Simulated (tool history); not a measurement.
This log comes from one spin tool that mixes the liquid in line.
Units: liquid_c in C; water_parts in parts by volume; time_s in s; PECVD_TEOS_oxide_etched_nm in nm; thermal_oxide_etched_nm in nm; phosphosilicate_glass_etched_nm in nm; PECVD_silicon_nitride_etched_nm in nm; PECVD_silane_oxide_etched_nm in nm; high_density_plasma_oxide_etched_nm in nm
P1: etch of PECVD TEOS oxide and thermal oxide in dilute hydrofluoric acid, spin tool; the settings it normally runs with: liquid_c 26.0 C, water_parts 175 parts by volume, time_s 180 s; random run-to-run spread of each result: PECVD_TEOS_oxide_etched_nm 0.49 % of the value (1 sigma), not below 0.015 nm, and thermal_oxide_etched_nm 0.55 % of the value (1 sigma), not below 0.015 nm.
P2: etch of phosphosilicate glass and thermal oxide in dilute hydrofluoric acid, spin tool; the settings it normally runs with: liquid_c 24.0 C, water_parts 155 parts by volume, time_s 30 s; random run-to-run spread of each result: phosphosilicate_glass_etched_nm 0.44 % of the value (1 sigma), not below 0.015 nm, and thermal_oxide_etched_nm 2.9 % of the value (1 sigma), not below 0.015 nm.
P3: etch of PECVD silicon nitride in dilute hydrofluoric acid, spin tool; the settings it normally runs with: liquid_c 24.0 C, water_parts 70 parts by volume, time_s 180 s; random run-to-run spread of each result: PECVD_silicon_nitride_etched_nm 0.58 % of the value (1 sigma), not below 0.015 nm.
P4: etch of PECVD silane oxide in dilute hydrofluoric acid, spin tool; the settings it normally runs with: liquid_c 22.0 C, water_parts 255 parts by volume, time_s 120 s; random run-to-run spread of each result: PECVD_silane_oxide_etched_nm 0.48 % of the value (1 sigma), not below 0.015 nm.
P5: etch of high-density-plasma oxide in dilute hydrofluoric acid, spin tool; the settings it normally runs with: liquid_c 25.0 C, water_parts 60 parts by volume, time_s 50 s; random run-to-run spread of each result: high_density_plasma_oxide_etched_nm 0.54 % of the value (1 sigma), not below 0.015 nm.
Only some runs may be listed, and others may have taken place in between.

| run | hour | process | liquid_c | water_parts | time_s | PECVD_TEOS_oxide_etched_nm | thermal_oxide_etched_nm | phosphosilicate_glass_etched_nm | PECVD_silicon_nitride_etched_nm | PECVD_silane_oxide_etched_nm | high_density_plasma_oxide_etched_nm |
|---|---|---|---|---|---|---|---|---|---|---|---|
| 1 | 9.0 | P1 | 26.0 | 175 | 180 | 8.76020 | 4.78480 |  |  |  |  |
| 2 | 15.5 | P1 | 31.5 | 175 | 355 | 21.04800 | 11.40900 |  |  |  |  |
| 3 | 23.7 | P1 | 20.0 | 285 | 180 | 3.84490 | 2.11310 |  |  |  |  |
| 4 | 29.4 | P2 | 24.0 | 155 | 50 |  | 1.40780 | 31.8110 |  |  |  |
| 5 | 39.6 | P1 | 26.0 | 105 | 265 | 23.52400 | 12.66200 |  |  |  |  |
| 6 | 48.7 | P3 | 24.0 | 70 | 355 |  |  |  | 15.0100 |  |  |
| 7 | 59.4 | P2 | 24.0 | 155 | 30 |  | 0.85721 | 19.1970 |  |  |  |
| 8 | 70.3 | P3 | 18.5 | 70 | 180 |  |  |  | 5.2363 |  |  |
| 9 | 80.3 | P4 | 22.0 | 80 | 120 |  |  |  |  | 37.0130 |  |
| 10 | 86.3 | P4 | 22.0 | 255 | 120 |  |  |  |  | 9.7489 |  |
| 11 | 92.0 | P1 | 26.0 | 175 | 180 | 8.70790 | 4.79700 |  |  |  |  |
| 12 | 102.6 | P5 | 25.0 | 95 | 50 |  |  |  |  |  | 5.0700 |
| 13 | 108.9 | P1 | 26.0 | 30 | 180 | 61.41000 | 33.94700 |  |  |  |  |
| 14 | 117.4 | P4 | 22.0 | 255 | 225 |  |  |  |  | 18.2560 |  |
| 15 | 127.1 | P1 | 32.5 | 175 | 180 | 10.97700 | 6.10570 |  |  |  |  |
| 16 | 137.3 | P1 | 18.5 | 175 | 180 | 6.57160 | 3.61900 |  |  |  |  |
| 17 | 142.5 | P3 | 24.0 | 30 | 180 |  |  |  | 17.4620 |  |  |
| 18 | 152.6 | P1 | 26.0 | 175 | 180 | 8.78490 | 4.81030 |  |  |  |  |
| 19 | 162.3 | P2 | 19.5 | 155 | 30 |  | 0.73791 | 16.1530 |  |  |  |
| 20 | 172.2 | P1 | 26.0 | 175 | 180 | 8.64630 | 4.80420 |  |  |  |  |
| 21 | 182.5 | P4 | 17.0 | 255 | 120 |  |  |  |  | 7.9825 |  |
| 22 | 189.2 | P5 | 25.0 | 60 | 50 |  |  |  |  |  | 8.4306 |
| 23 | 200.9 | P1 | 26.0 | 175 | 180 | 8.72880 | 4.78010 |  |  |  |  |
| 24 | 209.0 | P1 | 26.0 | 175 | 265 | 12.80700 | 7.05930 |  |  |  |  |
| 25 | 214.5 | P4 | 22.0 | 255 | 120 |  |  |  |  | 9.7586 |  |
| 26 | 219.7 | P1 | 26.0 | 175 | 15 | 0.73351 | 0.40934 |  |  |  |  |
| 27 | 230.6 | P5 | 32.5 | 60 | 50 |  |  |  |  |  | 11.3140 |
| 28 | 236.1 | P1 | 26.0 | 305 | 180 | 4.32200 | 2.37620 |  |  |  |  |
| 29 | 247.5 | P5 | 25.0 | 60 | 15 |  |  |  |  |  | 2.5200 |
| 30 | 256.3 | P3 | 24.0 | 70 | 180 |  |  |  | 7.5139 |  |  |
| 31 | 267.5 | P2 | 24.0 | 265 | 30 |  | 0.43824 | 9.9287 |  |  |  |
| 32 | 275.4 | P1 | 26.0 | 175 | 180 | 8.72180 | 4.82660 |  |  |  |  |
| 33 | 285.7 | P1 | 26.0 | 175 | 180 | 8.54810 | 4.62520 |  |  |  |  |
| 34 | 293.0 | P1 | 26.0 | 175 | 180 | 8.36240 | 4.63050 |  |  |  |  |
| 35 | 304.7 | P1 | 26.0 | 175 | 180 | 8.25240 | 4.58470 |  |  |  |  |
| 36 | 310.5 | P1 | 26.0 | 175 | 180 | 8.22900 | 4.55120 |  |  |  |  |
| 37 | 316.3 | P1 | 26.0 | 175 | 180 | 8.15820 | 4.50500 |  |  |  |  |
| 38 | 325.3 | P1 | 26.0 | 175 | 180 | 8.18010 | 4.48360 |  |  |  |  |
| 39 | 332.3 | P1 | 26.0 | 175 | 180 | 8.13450 | 4.48070 |  |  |  |  |
| 40 | 337.9 | P1 | 26.0 | 175 | 180 | 8.21470 | 4.48550 |  |  |  |  |
| 41 | 344.8 | P1 | 26.0 | 175 | 180 | 8.17830 | 4.50350 |  |  |  |  |
| 42 | 353.8 | P1 | 26.0 | 175 | 180 | 8.16310 | 4.47380 |  |  |  |  |

P1 has crept away from where it was. The log is fitted equally well by each of these 2 causes, at the sizes shown:
A: hydrofluoric acid flow below the setpoint (%) = 5.65
B: liquid colder than its thermometer reads (K) = 1.89
The process output started creeping at around hour 275.4.

The check runs listed below each take one wafer, and their results are still question marks. Under which run would the listed causes lead to clearly different results?
| check 1 | 362.8 | P3 | 19.5 | 40 | 180 |  |  |  | ? |  |  |
| check 2 | 362.8 | P4 | 17.0 | 255 | 190 |  |  |  |  | ? |  |
| check 3 | 362.8 | P5 | 31.5 | 60 | 50 |  |  |  |  |  | ? |
| check 4 | 362.8 | P2 | 24.0 | 260 | 40 |  | ? | ? |  |  |  |

What each check would give under each cause:
| check | result | if A | if B |
|---|---|---|---|
| check 1 | PECVD_silicon_nitride_etched_nm | 9.1071 | 8.4335 |
| check 2 | PECVD_silane_oxide_etched_nm | 11.8260 | 11.7940 |
| check 3 | high_density_plasma_oxide_etched_nm | 10.2120 | 10.1170 |
| check 4 | thermal_oxide_etched_nm | 0.58416 | 0.58753 |
| check 4 | phosphosilicate_glass_etched_nm | 12.6470 | 12.7200 |
Smallest distance between any two causes, each pair judged by its most separating result, in per cent: check 1 7.68 %; check 2 0.27 %; check 3 0.94 %; check 4 0.58 %
Check 1 tells the causes apart: in the others they would give nearly the same result.

Here is what check 1 returned: PECVD_silicon_nitride_etched_nm 8.4716 nm. Which cause is it?

The cause is B: liquid colder than its thermometer reads (K).
